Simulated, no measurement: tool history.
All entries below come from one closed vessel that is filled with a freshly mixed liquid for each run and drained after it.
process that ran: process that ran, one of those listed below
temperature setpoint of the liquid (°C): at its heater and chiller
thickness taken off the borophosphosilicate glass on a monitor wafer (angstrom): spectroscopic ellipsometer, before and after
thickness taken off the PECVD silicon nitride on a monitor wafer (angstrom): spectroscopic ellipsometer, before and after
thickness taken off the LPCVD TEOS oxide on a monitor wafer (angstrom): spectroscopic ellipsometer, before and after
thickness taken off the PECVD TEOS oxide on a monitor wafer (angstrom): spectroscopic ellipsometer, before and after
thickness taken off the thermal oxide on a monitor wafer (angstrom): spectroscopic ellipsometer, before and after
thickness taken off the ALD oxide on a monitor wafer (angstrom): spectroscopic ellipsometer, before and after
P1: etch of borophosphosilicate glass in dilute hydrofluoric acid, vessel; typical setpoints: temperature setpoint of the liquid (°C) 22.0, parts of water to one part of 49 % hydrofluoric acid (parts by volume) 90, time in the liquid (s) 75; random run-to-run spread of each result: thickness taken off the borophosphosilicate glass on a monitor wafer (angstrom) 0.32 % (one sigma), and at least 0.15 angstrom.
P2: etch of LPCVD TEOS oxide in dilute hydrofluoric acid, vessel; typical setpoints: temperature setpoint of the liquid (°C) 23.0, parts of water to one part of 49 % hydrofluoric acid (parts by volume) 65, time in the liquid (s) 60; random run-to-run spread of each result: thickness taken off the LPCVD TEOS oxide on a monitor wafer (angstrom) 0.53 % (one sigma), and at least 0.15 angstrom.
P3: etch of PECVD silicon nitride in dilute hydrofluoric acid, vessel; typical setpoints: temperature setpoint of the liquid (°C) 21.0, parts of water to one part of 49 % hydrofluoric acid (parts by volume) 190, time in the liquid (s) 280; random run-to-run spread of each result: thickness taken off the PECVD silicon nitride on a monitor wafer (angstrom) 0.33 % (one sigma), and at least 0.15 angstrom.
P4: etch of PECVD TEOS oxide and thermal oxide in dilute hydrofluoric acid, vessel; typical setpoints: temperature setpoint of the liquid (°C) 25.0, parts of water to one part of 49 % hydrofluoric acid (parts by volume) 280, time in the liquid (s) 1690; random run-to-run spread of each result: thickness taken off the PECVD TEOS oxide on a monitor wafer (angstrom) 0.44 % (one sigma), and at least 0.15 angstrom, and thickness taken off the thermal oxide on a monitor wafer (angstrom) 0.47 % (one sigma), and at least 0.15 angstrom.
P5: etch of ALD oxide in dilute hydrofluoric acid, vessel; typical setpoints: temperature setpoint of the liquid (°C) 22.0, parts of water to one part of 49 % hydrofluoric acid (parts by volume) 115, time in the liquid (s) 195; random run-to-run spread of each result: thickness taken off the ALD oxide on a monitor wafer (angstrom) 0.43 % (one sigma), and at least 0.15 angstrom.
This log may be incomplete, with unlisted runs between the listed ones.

run	day	process that ran	temperature setpoint of the liquid (°C)	parts of water to one part of 49 % hydrofluoric acid (parts by volume)	time in the liquid (s)	hours since the thermometer was replaced	hours since the hydrofluoric acid flow meter was replaced	thickness taken off the borophosphosilicate glass on a monitor wafer (angstrom)	thickness taken off the PECVD silicon nitride on a monitor wafer (angstrom)	thickness taken off the LPCVD TEOS oxide on a monitor wafer (angstrom)	thickness taken off the PECVD TEOS oxide on a monitor wafer (angstrom)	thickness taken off the thermal oxide on a monitor wafer (angstrom)	thickness taken off the ALD oxide on a monitor wafer (angstrom)
1	0.258	P1	22.0	90	75	339.2	769.1	415.97					
2	0.579	P1	17.0	90	110	346.9	776.8	494.97					
3	0.783	P3	21.0	190	280	351.8	781.7		69.436				
4	1.075	P2	23.0	65	60	358.8	788.7			518.92			
5	1.312	P3	17.0	190	280	364.5	794.4		53.018				
6	1.567	P4	25.0	280	1690	370.6	800.5				581.14	233.200	
7	1.808	P2	23.0	65	30	376.4	806.3			262.49			
8	2.008	P2	17.0	65	60	381.2	811.1			405.44			
9	2.392	P2	23.0	65	60	390.4	820.3			525.75			
10	2.758	P1	22.0	90	75	399.2	829.1	413.81					
11	3.100	P1	17.0	90	75	407.4	837.3	338.23					
12	3.508	P2	23.0	40	60	417.2	847.1			872.00			
13	3.696	P4	25.0	280	240	421.7	851.6				82.95	33.517	
14	4.029	P4	25.0	280	1690	429.7	859.6				583.76	232.960	
15	4.254	P1	22.0	90	75	435.1	865.0	413.85					
16	4.488	P4	25.0	65	1690	440.7	870.6				3221.00	1288.500	
17	4.696	P1	22.0	45	75	445.7	875.6	878.04					
18	5.125	P5	22.0	115	30	456.0	885.9						78.449
19	5.442	P3	21.0	60	280	463.6	893.5		214.830				
20	5.692	P1	22.0	155	75	469.6	899.5	223.25					
21	6.033	P1	26.5	90	75	477.8	907.7	498.42					
22	6.242	P5	22.0	185	195	482.8	912.7						290.030
23	6.462	P5	27.5	115	195	488.1	918.0						625.910
24	6.825	P4	18.5	280	1690	496.8	926.7				464.60	185.960	
25	7.150	P5	22.0	115	195	504.6	934.5						505.340
26	7.508	P1	22.0	90	30	513.2	943.1	166.25					
27	7.746	P1	22.0	40	30	518.9	948.8	395.29					
28	8.000	P1	22.0	90	125	525.0	954.9	691.67					
29	8.246	P3	21.0	190	515	530.9	960.8		128.100				
30	8.454	P1	22.0	90	75	535.9	965.8	414.15					
31	8.767	P1	22.0	90	75	543.4	973.3	415.20					
32	8.988	P1	22.0	90	75	548.7	978.6	405.50					
33	9.396	P1	22.0	90	75	558.5	988.4	394.46					
34	9.725	P1	22.0	90	75	566.4	996.3	391.20					
35	10.146	P1	22.0	90	75	576.5	1006.4	383.63					
36	10.442	P1	22.0	90	75	583.6	1013.5	384.45					
37	10.767	P1	22.0	90	75	591.4	1021.3	384.02					
38	11.033	P1	22.0	90	75	597.8	1027.7	383.11					
39	11.304	P1	22.0	90	75	604.3	1034.2	380.89					

The log shows P1 creeping away from where it was. Any of the 2 causes listed here, at the size stated for it, fits the log just as well as the others:
A: liquid colder than its thermometer reads (K) = 1.99
B: hydrofluoric acid flow below the setpoint (%) = 7.05
At approximately day 8.767, the process output began to creep.

Of the 4 check runs listed below, each run on one wafer and each result written as a question mark, which would let you distinguish the listed causes because they would give clearly different results?
check 1	11.575	P4	25.0	70	1690						?	?	
check 2	11.575	P3	21.0	60	510				?				
check 3	11.575	P2	23.0	65	30					?			
check 4	11.575	P5	22.0	115	35								?

Check results expected under each cause:
check	result	if A	if B
check 1	thickness taken off the PECVD TEOS oxide on a monitor wafer (angstrom)	2739.30	2740.80
check 1	thickness taken off the thermal oxide on a monitor wafer (angstrom)	1097.700	1098.300
check 2	thickness taken off the PECVD silicon nitride on a monitor wafer (angstrom)	341.090	364.470
check 3	thickness taken off the LPCVD TEOS oxide on a monitor wafer (angstrom)	239.71	240.42
check 4	thickness taken off the ALD oxide on a monitor wafer (angstrom)	83.646	83.411
Separation of the two closest causes in each check, using whichever result separates them best: check 1 0.05 %; check 2 6.63 %; check 3 0.3 %; check 4 0.28 %
The other checks would show nearly matching results whichever cause is true, so check 2 is the only one that separates the causes.

After running check 2, the following was obtained: thickness taken off the PECVD silicon nitride on a monitor wafer (angstrom) 364.610. Which cause does this point to?

It was cause B: hydrofluoric acid flow below the setpoint (%).

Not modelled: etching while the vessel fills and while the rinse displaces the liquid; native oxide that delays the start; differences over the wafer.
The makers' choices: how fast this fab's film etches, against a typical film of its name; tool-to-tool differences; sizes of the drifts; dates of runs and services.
